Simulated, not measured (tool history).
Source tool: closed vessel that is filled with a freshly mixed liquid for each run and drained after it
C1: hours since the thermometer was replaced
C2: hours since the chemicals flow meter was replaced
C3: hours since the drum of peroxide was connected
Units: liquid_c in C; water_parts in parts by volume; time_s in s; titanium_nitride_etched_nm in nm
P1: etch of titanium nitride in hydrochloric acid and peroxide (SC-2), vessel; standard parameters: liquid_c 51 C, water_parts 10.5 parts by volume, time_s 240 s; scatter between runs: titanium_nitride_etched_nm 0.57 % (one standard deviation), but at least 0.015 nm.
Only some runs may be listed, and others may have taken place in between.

{"run": 1, "day": 0.292, "liquid_c": 51, "water_parts": 10.5, "time_s": 240, "C1": 1411.1, "C2": 802.1, "C3": 484.6, "titanium_nitride_etched_nm": 9.2876}
{"run": 2, "day": 0.808, "liquid_c": 51, "water_parts": 5, "time_s": 395, "C1": 1423.5, "C2": 814.5, "C3": 497, "titanium_nitride_etched_nm": 27.609}
{"run": 3, "day": 1.254, "liquid_c": 51, "water_parts": 4, "time_s": 240, "C1": 1434.2, "C2": 825.2, "C3": 507.7, "titanium_nitride_etched_nm": 19.479}
{"run": 4, "day": 1.767, "liquid_c": 51, "water_parts": 10.5, "time_s": 240, "C1": 1446.5, "C2": 837.5, "C3": 520, "titanium_nitride_etched_nm": 9.36}
{"run": 5, "day": 2.071, "liquid_c": 66, "water_parts": 10.5, "time_s": 30, "C1": 1453.8, "C2": 844.8, "C3": 527.3, "titanium_nitride_etched_nm": 3.0076}
{"run": 6, "day": 2.412, "liquid_c": 67.5, "water_parts": 10.5, "time_s": 240, "C1": 1462, "C2": 853, "C3": 535.5, "titanium_nitride_etched_nm": 26.775}
{"run": 7, "day": 2.679, "liquid_c": 51, "water_parts": 10.5, "time_s": 240, "C1": 1468.4, "C2": 859.4, "C3": 541.9, "titanium_nitride_etched_nm": 9.3685}
{"run": 8, "day": 2.996, "liquid_c": 51, "water_parts": 10.5, "time_s": 240, "C1": 1476, "C2": 867, "C3": 549.5, "titanium_nitride_etched_nm": 9.3884}
{"run": 9, "day": 3.512, "liquid_c": 51, "water_parts": 18, "time_s": 240, "C1": 1488.4, "C2": 879.4, "C3": 561.9, "titanium_nitride_etched_nm": 5.8304}
{"run": 10, "day": 3.85, "liquid_c": 51, "water_parts": 10.5, "time_s": 485, "C1": 1496.5, "C2": 887.5, "C3": 570, "titanium_nitride_etched_nm": 19.061}
{"run": 11, "day": 4.367, "liquid_c": 51, "water_parts": 10.5, "time_s": 240, "C1": 1508.9, "C2": 899.9, "C3": 582.4, "titanium_nitride_etched_nm": 9.3465}
{"run": 12, "day": 4.808, "liquid_c": 51, "water_parts": 10.5, "time_s": 240, "C1": 1519.5, "C2": 910.5, "C3": 593, "titanium_nitride_etched_nm": 9.3693}
{"run": 13, "day": 5.383, "liquid_c": 35, "water_parts": 10.5, "time_s": 240, "C1": 1533.3, "C2": 924.3, "C3": 606.8, "titanium_nitride_etched_nm": 3.0554}
{"run": 14, "day": 5.729, "liquid_c": 51, "water_parts": 10.5, "time_s": 30, "C1": 1541.6, "C2": 932.6, "C3": 615.1, "titanium_nitride_etched_nm": 1.1454}
{"run": 15, "day": 6.167, "liquid_c": 51, "water_parts": 10.5, "time_s": 240, "C1": 1552.1, "C2": 943.1, "C3": 625.6, "titanium_nitride_etched_nm": 9.3846}
{"run": 16, "day": 6.454, "liquid_c": 51, "water_parts": 18, "time_s": 450, "C1": 1559, "C2": 950, "C3": 632.5, "titanium_nitride_etched_nm": 11.017}
{"run": 17, "day": 6.971, "liquid_c": 51, "water_parts": 10.5, "time_s": 240, "C1": 1571.4, "C2": 962.4, "C3": 644.9, "titanium_nitride_etched_nm": 9.349}
{"run": 18, "day": 7.312, "liquid_c": 51, "water_parts": 10.5, "time_s": 240, "C1": 1579.6, "C2": 970.6, "C3": 653.1, "titanium_nitride_etched_nm": 9.1008}
{"run": 19, "day": 7.767, "liquid_c": 51, "water_parts": 10.5, "time_s": 240, "C1": 1590.5, "C2": 981.5, "C3": 664, "titanium_nitride_etched_nm": 8.9249}
{"run": 20, "day": 8.254, "liquid_c": 51, "water_parts": 10.5, "time_s": 240, "C1": 1602.2, "C2": 993.2, "C3": 675.7, "titanium_nitride_etched_nm": 8.7671}
{"run": 21, "day": 8.746, "liquid_c": 51, "water_parts": 10.5, "time_s": 240, "C1": 1614, "C2": 1005, "C3": 687.5, "titanium_nitride_etched_nm": 8.6999}
{"day": 8.812, "done": "new drum of peroxide connected"}
{"run": 22, "day": 9.067, "liquid_c": 51, "water_parts": 10.5, "time_s": 240, "C1": 1621.7, "C2": 1012.7, "C3": 6.2, "titanium_nitride_etched_nm": 8.6533}
{"run": 23, "day": 9.492, "liquid_c": 51, "water_parts": 10.5, "time_s": 240, "C1": 1631.9, "C2": 1022.9, "C3": 16.4, "titanium_nitride_etched_nm": 8.6412}
{"run": 24, "day": 10.075, "liquid_c": 51, "water_parts": 10.5, "time_s": 240, "C1": 1645.9, "C2": 1036.9, "C3": 30.4, "titanium_nitride_etched_nm": 8.5732}
{"run": 25, "day": 10.471, "liquid_c": 51, "water_parts": 10.5, "time_s": 240, "C1": 1655.4, "C2": 1046.4, "C3": 39.9, "titanium_nitride_etched_nm": 8.5809}
{"run": 26, "day": 10.988, "liquid_c": 51, "water_parts": 10.5, "time_s": 240, "C1": 1667.8, "C2": 1058.8, "C3": 52.3, "titanium_nitride_etched_nm": 8.6985}
{"run": 27, "day": 11.362, "liquid_c": 51, "water_parts": 10.5, "time_s": 240, "C1": 1676.8, "C2": 1067.8, "C3": 61.3, "titanium_nitride_etched_nm": 8.6046}

Something has made what P1 gives creep away from where it was; the 2 causes below, each at its own stated size, fit the log equally well:
A: chemicals flow below the setpoint (%) = 9.67
B: liquid colder than its thermometer reads (K) = 1.3
The process output started creeping at around day 6.971.
Other possible causes, and why each is ruled out:
peroxide weaker than its label (%): was serviced at day 8.812, once the creep was under way, yet the earlier output never came back

You are offered 4 check runs, listed below with question marks in place of their results; each one averages 3 wafers. Which run separates the listed causes by giving clearly different results for each?
{"run": "check 1", "day": 11.738, "liquid_c": 64, "water_parts": 10.5, "time_s": 30, "titanium_nitride_etched_nm": "?"}
{"run": "check 2", "day": 11.738, "liquid_c": 66, "water_parts": 10.5, "time_s": 455, "titanium_nitride_etched_nm": "?"}
{"run": "check 3", "day": 11.738, "liquid_c": 35, "water_parts": 16, "time_s": 240, "titanium_nitride_etched_nm": "?"}
{"run": "check 4", "day": 11.738, "liquid_c": 38, "water_parts": 4, "time_s": 240, "titanium_nitride_etched_nm": "?"}

What each check would give under each cause:
check=check_1 result=titanium_nitride_etched_nm if_A=2.4575 if_B=2.4727
check=check_2 result=titanium_nitride_etched_nm if_A=42.1 if_B=42.4
check=check_3 result=titanium_nitride_etched_nm if_A=1.9457 if_B=1.9364
check=check_4 result=titanium_nitride_etched_nm if_A=7.4194 if_B=7.2363
Separation of the two closest causes in each check, using whichever result separates them best: check 1 0.62 %; check 2 0.71 %; check 3 0.48 %; check 4 2.5 %
Check 4 tells the causes apart: in the others they would give nearly the same result.

Check 4 has now been run. It gave: titanium_nitride_etched_nm 7.2086 nm. Which of the candidate causes is it?

The cause is B: liquid colder than its thermometer reads (K).
